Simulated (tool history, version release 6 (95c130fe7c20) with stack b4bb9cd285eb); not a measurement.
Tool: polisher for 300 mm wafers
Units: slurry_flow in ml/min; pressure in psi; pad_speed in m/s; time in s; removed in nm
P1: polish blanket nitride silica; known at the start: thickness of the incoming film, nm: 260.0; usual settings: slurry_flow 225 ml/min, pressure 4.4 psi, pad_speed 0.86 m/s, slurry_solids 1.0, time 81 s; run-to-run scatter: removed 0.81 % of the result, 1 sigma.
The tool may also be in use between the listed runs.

run,hour,slurry_flow,pressure,pad_speed,slurry_solids,time,removed
1,15.8,225,4.4,0.86,1.0,81,54.581
2,26.4,225,4.4,1.24,1.0,81,73.897
3,40.0,225,3.3,0.86,1.0,81,41.388
4,54.8,225,4.4,0.86,1.0,81,55.648
5,67.3,225,5.7,0.86,1.0,81,70.715
6,86.4,225,4.4,0.54,1.0,81,38.007
7,98.3,225,6.3,0.86,0.6,81,59.435
8,107.7,225,4.4,0.86,1.0,81,55.165
9,123.8,135,4.4,0.86,1.0,81,51.434
10,138.6,225,4.4,0.86,1.0,81,55.205
11,152.2,225,4.4,0.86,1.3,81,61.483
12,165.0,225,4.4,0.86,0.5,81,37.639
13,180.7,225,4.4,0.86,1.0,43,29.263
14,192.5,225,4.4,0.86,1.0,126,86.260
# hour 204.7: conditioning disc replaced and pad reconditioned
15,205.8,225,4.4,0.86,1.0,81,56.176
16,217.2,355,4.4,0.86,1.0,81,57.937
# hour 222.8: head pressure recalibrated
# hour 226.3: slurry blender recalibrated
17,235.2,225,6.4,0.66,1.0,81,64.294
18,253.1,305,4.4,0.86,1.0,104,73.282
19,268.0,225,4.4,0.86,1.0,81,54.622
20,282.8,225,4.4,0.86,1.0,81,52.895
21,294.3,225,4.4,0.86,1.0,81,52.584
22,306.5,225,4.4,0.86,1.0,81,50.023
# hour 314.6: conditioning disc replaced and pad reconditioned
# hour 317.7: head pressure recalibrated
23,324.2,225,4.4,0.86,1.0,81,49.742
# hour 332.0: slurry nozzle cleaned
24,334.6,225,4.4,0.86,1.0,81,49.852

Forecast run 25:
25,343.4,225,4.4,0.86,1.0,81,?

{"run 25": {"removed": 49.638}}
